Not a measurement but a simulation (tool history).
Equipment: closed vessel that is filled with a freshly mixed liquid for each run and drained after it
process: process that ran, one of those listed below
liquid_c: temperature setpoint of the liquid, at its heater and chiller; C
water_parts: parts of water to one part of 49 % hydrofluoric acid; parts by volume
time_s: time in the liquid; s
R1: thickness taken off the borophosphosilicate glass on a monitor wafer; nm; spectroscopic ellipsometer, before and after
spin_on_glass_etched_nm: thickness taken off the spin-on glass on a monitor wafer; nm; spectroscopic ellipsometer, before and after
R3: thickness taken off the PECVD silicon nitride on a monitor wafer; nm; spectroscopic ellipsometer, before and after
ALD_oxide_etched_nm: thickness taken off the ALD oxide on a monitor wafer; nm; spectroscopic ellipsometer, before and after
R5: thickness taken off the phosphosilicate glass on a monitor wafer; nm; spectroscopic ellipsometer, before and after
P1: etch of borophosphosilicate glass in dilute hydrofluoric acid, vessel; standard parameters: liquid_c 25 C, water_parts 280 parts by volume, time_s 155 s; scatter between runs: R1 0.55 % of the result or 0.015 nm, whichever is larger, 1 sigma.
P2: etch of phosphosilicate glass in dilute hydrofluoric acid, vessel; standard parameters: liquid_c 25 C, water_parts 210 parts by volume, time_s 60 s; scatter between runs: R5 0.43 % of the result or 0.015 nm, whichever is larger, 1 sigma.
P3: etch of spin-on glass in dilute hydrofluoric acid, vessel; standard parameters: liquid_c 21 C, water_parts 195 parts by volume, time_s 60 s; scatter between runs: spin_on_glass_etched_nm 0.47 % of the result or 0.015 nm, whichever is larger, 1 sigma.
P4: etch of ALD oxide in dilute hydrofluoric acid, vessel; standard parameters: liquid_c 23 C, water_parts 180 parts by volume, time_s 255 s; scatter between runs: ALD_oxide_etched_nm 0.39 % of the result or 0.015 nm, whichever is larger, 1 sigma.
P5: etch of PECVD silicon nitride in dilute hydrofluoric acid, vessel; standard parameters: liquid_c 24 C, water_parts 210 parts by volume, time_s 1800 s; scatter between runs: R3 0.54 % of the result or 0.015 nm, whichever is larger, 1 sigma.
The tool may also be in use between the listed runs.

run 1 day=0.254 | process=P1 liquid_c=25 water_parts=280 time_s=155 | R1=22.57
run 2 day=0.454 | process=P1 liquid_c=19 water_parts=280 time_s=30 | R1=3.4894
run 3 day=0.696 | process=P3 liquid_c=21 water_parts=195 time_s=60 | spin_on_glass_etched_nm=6.9525
run 4 day=0.992 | process=P5 liquid_c=24 water_parts=210 time_s=3360 | R3=32.399
run 5 day=1.354 | process=P4 liquid_c=23 water_parts=180 time_s=255 | ALD_oxide_etched_nm=21.534
run 6 day=1.583 | process=P1 liquid_c=25 water_parts=280 time_s=155 | R1=22.541
-- day=1.646 thermometer replaced
run 7 day=2.025 | process=P4 liquid_c=23 water_parts=180 time_s=510 | ALD_oxide_etched_nm=43.381
run 8 day=2.412 | process=P1 liquid_c=25 water_parts=280 time_s=275 | R1=39.542
run 9 day=2.658 | process=P3 liquid_c=21 water_parts=45 time_s=60 | spin_on_glass_etched_nm=35.709
run 10 day=2.883 | process=P1 liquid_c=25 water_parts=280 time_s=155 | R1=22.549
run 11 day=3.238 | process=P1 liquid_c=25 water_parts=280 time_s=155 | R1=22.552
run 12 day=3.579 | process=P1 liquid_c=25 water_parts=505 time_s=155 | R1=10.178
run 13 day=4.025 | process=P1 liquid_c=25 water_parts=110 time_s=155 | R1=70.071
run 14 day=4.433 | process=P1 liquid_c=19 water_parts=280 time_s=155 | R1=18.212
run 15 day=4.8 | process=P4 liquid_c=23 water_parts=295 time_s=255 | ALD_oxide_etched_nm=11.818
run 16 day=5.129 | process=P4 liquid_c=30.5 water_parts=180 time_s=255 | ALD_oxide_etched_nm=28.576
run 17 day=5.412 | process=P5 liquid_c=24 water_parts=385 time_s=1800 | R3=9.5895
run 18 day=5.833 | process=P2 liquid_c=25 water_parts=210 time_s=30 | R5=14.527
run 19 day=6.271 | process=P2 liquid_c=25 water_parts=50 time_s=60 | R5=147.5
run 20 day=6.517 | process=P3 liquid_c=17 water_parts=195 time_s=60 | spin_on_glass_etched_nm=5.9384
run 21 day=6.967 | process=P1 liquid_c=25 water_parts=280 time_s=85 | R1=12.317
run 22 day=7.179 | process=P1 liquid_c=25 water_parts=280 time_s=155 | R1=22.445
run 23 day=7.608 | process=P5 liquid_c=30 water_parts=210 time_s=1800 | R3=25.108
run 24 day=8.021 | process=P3 liquid_c=21 water_parts=195 time_s=30 | spin_on_glass_etched_nm=3.4788
run 25 day=8.238 | process=P2 liquid_c=30.5 water_parts=210 time_s=60 | R5=35.15
run 26 day=8.508 | process=P5 liquid_c=24 water_parts=210 time_s=1800 | R3=17.466
run 27 day=8.771 | process=P4 liquid_c=23 water_parts=180 time_s=255 | ALD_oxide_etched_nm=21.536
run 28 day=9.075 | process=P1 liquid_c=20 water_parts=400 time_s=155 | R1=11.928
run 29 day=9.404 | process=P1 liquid_c=25 water_parts=280 time_s=155 | R1=22.786
run 30 day=9.796 | process=P1 liquid_c=29.5 water_parts=280 time_s=155 | R1=26.011
run 31 day=10.1 | process=P2 liquid_c=25 water_parts=210 time_s=60 | R5=28.658
run 32 day=10.4 | process=P1 liquid_c=25 water_parts=280 time_s=155 | R1=22.54
run 33 day=10.729 | process=P1 liquid_c=25 water_parts=280 time_s=155 | R1=22.302
run 34 day=11.154 | process=P1 liquid_c=25 water_parts=280 time_s=155 | R1=22.065
run 35 day=11.512 | process=P1 liquid_c=25 water_parts=280 time_s=155 | R1=21.491
run 36 day=11.888 | process=P1 liquid_c=25 water_parts=280 time_s=155 | R1=21.592
run 37 day=12.179 | process=P1 liquid_c=25 water_parts=280 time_s=155 | R1=21.552
run 38 day=12.446 | process=P1 liquid_c=25 water_parts=280 time_s=155 | R1=21.423
run 39 day=12.775 | process=P1 liquid_c=25 water_parts=280 time_s=155 | R1=21.495
run 40 day=12.996 | process=P1 liquid_c=25 water_parts=280 time_s=155 | R1=21.542
run 41 day=13.229 | process=P1 liquid_c=25 water_parts=280 time_s=155 | R1=21.585

The log shows P1 creeping away from where it was. Any of the 2 causes listed here, at the size stated for it, fits the log just as well as the others:
A: liquid colder than its thermometer reads (K) = 1.44
B: hydrofluoric acid flow below the setpoint (%) = 3.84
At approximately day 10.4, the process output began to creep.

Of the 4 check runs listed below, each run on one wafer and each result written as a question mark, which would let you distinguish the listed causes because they would give clearly different results?
run check 1 day=13.462 | process=P2 liquid_c=25 water_parts=210 time_s=60 | R5=?
run check 2 day=13.462 | process=P3 liquid_c=21 water_parts=195 time_s=60 | spin_on_glass_etched_nm=?
run check 3 day=13.462 | process=P5 liquid_c=24 water_parts=210 time_s=1800 | R3=?
run check 4 day=13.462 | process=P4 liquid_c=23 water_parts=180 time_s=255 | ALD_oxide_etched_nm=?

Predicted outcomes, by check and by cause:
check=check_1 result=R5 if_A=27.453 if_B=27.576
check=check_2 result=spin_on_glass_etched_nm if_A=6.5587 if_B=6.6153
check=check_3 result=R3 if_A=15.906 if_B=16.765
check=check_4 result=ALD_oxide_etched_nm if_A=20.454 if_B=20.619
Smallest distance between any two causes, each pair judged by its most separating result, in per cent: check 1 0.45 %; check 2 0.86 %; check 3 5.25 %; check 4 0.81 %
Only in check 3 would the causes give clearly different results; in the remaining checks their results would be nearly the same.

After running check 3, the following was obtained: R3 15.909 nm. Which cause does this point to?

The correct cause is A, namely: liquid colder than its thermometer reads (K).
